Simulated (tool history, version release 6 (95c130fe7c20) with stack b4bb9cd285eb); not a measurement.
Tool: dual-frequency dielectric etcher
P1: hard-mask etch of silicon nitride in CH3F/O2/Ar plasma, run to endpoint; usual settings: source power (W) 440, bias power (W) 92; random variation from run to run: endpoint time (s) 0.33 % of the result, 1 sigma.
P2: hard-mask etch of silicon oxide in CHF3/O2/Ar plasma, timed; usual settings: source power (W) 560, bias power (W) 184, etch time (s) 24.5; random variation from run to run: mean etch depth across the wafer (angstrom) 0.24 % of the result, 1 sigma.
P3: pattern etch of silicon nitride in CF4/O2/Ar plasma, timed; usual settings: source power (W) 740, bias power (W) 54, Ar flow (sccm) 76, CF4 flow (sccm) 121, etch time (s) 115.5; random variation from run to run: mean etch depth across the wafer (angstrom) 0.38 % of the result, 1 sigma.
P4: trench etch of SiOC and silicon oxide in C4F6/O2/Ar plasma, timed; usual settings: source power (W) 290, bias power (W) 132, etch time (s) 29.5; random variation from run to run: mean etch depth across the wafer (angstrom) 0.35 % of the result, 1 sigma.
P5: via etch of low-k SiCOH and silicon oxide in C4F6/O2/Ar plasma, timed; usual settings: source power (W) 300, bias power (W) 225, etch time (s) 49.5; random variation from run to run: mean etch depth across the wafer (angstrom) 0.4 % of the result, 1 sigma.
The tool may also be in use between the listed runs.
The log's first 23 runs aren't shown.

run	hour	process that ran	source power (W)	bias power (W)	Ar flow (sccm)	CF4 flow (sccm)	etch time (s)	hours since the last wet clean	hours since the last source power generator calibration	hours since the last bias power generator calibration	endpoint time (s)	mean etch depth across the wafer (angstrom)
24	295.2	P5	200	225			49.5	586.5	2282.5	1924.4		1045.30
25	306.9	P4	290	132			41.5	598.2	2294.2	1936.1		661.77
26	322.9	P1	440	69				614.2	2310.2	1952.1	77.593	
27	337.4	P1	440	129				628.7	2324.7	1966.6	62.010	
28	345.2	P1	370	120				636.5	2332.5	1974.4	67.812	
29	355.8	P1	570	56				647.1	2343.1	1985.0	74.812	
30	368.0	P5	300	138			49.5	659.3	2355.3	1997.2		1055.50
31	384.6	P2	560	184			34.0	675.9	2371.9	2013.8		657.72
32	393.7	P1	570	92				685.0	2381.0	2022.9	63.439	

The next listed run, before its measurement:
33	409.8	P5	300	225			49.5	701.1	2397.1	2039.0		?

Run 33 gave mean etch depth across the wafer (angstrom) 1229.20.
